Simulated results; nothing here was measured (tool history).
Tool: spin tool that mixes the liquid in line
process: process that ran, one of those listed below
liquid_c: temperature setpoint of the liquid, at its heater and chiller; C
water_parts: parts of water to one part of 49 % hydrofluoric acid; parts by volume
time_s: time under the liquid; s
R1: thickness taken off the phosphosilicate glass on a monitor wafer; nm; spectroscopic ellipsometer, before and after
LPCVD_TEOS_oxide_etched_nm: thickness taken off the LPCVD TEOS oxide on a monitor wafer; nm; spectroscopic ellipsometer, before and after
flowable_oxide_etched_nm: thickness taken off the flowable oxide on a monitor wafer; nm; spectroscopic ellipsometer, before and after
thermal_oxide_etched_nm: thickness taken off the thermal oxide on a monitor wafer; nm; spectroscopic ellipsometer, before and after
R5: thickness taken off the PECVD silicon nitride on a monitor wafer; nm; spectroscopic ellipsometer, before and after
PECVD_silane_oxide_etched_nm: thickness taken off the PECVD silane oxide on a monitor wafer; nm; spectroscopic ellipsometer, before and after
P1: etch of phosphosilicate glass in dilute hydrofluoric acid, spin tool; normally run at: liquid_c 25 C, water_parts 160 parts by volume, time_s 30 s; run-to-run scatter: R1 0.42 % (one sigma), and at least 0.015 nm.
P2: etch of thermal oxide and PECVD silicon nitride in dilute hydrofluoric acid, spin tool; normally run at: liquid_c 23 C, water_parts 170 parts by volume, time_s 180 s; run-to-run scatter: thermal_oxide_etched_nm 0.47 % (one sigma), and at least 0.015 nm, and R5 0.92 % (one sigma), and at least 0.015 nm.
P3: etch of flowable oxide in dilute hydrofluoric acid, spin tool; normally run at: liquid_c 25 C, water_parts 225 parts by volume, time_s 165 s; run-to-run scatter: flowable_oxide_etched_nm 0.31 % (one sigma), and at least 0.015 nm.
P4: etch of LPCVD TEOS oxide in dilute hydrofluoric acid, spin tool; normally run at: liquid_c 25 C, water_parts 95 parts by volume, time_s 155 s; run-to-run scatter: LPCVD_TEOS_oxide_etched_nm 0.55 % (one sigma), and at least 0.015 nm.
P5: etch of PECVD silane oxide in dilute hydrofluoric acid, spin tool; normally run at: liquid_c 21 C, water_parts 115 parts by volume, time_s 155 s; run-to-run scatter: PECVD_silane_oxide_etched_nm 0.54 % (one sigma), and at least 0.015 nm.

{"run": 1, "hour": 9.4, "process": "P1", "liquid_c": 25, "water_parts": 160, "time_s": 30, "R1": 27.564}
{"run": 2, "hour": 13.9, "process": "P1", "liquid_c": 25, "water_parts": 30, "time_s": 30, "R1": 172.82}
{"run": 3, "hour": 21.7, "process": "P4", "liquid_c": 25, "water_parts": 170, "time_s": 155, "LPCVD_TEOS_oxide_etched_nm": 21.821}
{"run": 4, "hour": 28.8, "process": "P3", "liquid_c": 17, "water_parts": 225, "time_s": 165, "flowable_oxide_etched_nm": 14.348}
{"run": 5, "hour": 37.7, "process": "P1", "liquid_c": 25, "water_parts": 160, "time_s": 30, "R1": 27.584}
{"run": 6, "hour": 47.0, "process": "P4", "liquid_c": 32.5, "water_parts": 95, "time_s": 155, "LPCVD_TEOS_oxide_etched_nm": 57.267}
{"run": 7, "hour": 53.7, "process": "P4", "liquid_c": 25, "water_parts": 95, "time_s": 225, "LPCVD_TEOS_oxide_etched_nm": 61.708}
{"run": 8, "hour": 60.5, "process": "P1", "liquid_c": 30.5, "water_parts": 160, "time_s": 30, "R1": 33.42}
{"run": 9, "hour": 69.4, "process": "P2", "liquid_c": 23, "water_parts": 170, "time_s": 15, "thermal_oxide_etched_nm": 0.36438, "R5": 0.20913}
{"run": 10, "hour": 77.0, "process": "P5", "liquid_c": 21, "water_parts": 180, "time_s": 155, "PECVD_silane_oxide_etched_nm": 18.723}
{"run": 11, "hour": 81.6, "process": "P1", "liquid_c": 25, "water_parts": 160, "time_s": 30, "R1": 27.56}
{"run": 12, "hour": 87.7, "process": "P5", "liquid_c": 29.5, "water_parts": 115, "time_s": 155, "PECVD_silane_oxide_etched_nm": 43.712}
{"run": 13, "hour": 92.2, "process": "P3", "liquid_c": 25, "water_parts": 145, "time_s": 165, "flowable_oxide_etched_nm": 32.943}
{"run": 14, "hour": 96.5, "process": "P1", "liquid_c": 25, "water_parts": 160, "time_s": 30, "R1": 27.43}
{"run": 15, "hour": 103.9, "process": "P1", "liquid_c": 25, "water_parts": 160, "time_s": 30, "R1": 27.799}
{"run": 16, "hour": 110.6, "process": "P1", "liquid_c": 25, "water_parts": 160, "time_s": 50, "R1": 46.068}
{"run": 17, "hour": 120.2, "process": "P1", "liquid_c": 31.5, "water_parts": 50, "time_s": 30, "R1": 130.33}
{"run": 18, "hour": 129.4, "process": "P5", "liquid_c": 21, "water_parts": 115, "time_s": 35, "PECVD_silane_oxide_etched_nm": 7.0219}
{"hour": 135.3, "done": "hydrofluoric acid flow meter replaced"}
{"run": 19, "hour": 137.2, "process": "P5", "liquid_c": 21, "water_parts": 115, "time_s": 155, "PECVD_silane_oxide_etched_nm": 31.27}
{"run": 20, "hour": 142.2, "process": "P5", "liquid_c": 21, "water_parts": 115, "time_s": 155, "PECVD_silane_oxide_etched_nm": 31.327}
{"run": 21, "hour": 147.3, "process": "P2", "liquid_c": 23, "water_parts": 95, "time_s": 180, "thermal_oxide_etched_nm": 8.7048, "R5": 4.0767}
{"run": 22, "hour": 153.6, "process": "P1", "liquid_c": 25, "water_parts": 160, "time_s": 15, "R1": 13.772}
{"run": 23, "hour": 160.3, "process": "P4", "liquid_c": 25, "water_parts": 95, "time_s": 155, "LPCVD_TEOS_oxide_etched_nm": 42.923}

The next listed run, before its measurement:
{"run": 24, "hour": 165.7, "process": "P3", "liquid_c": 25, "water_parts": 225, "time_s": 165, "flowable_oxide_etched_nm": "?"}

{"run 24": {"flowable_oxide_etched_nm": 19.373}}
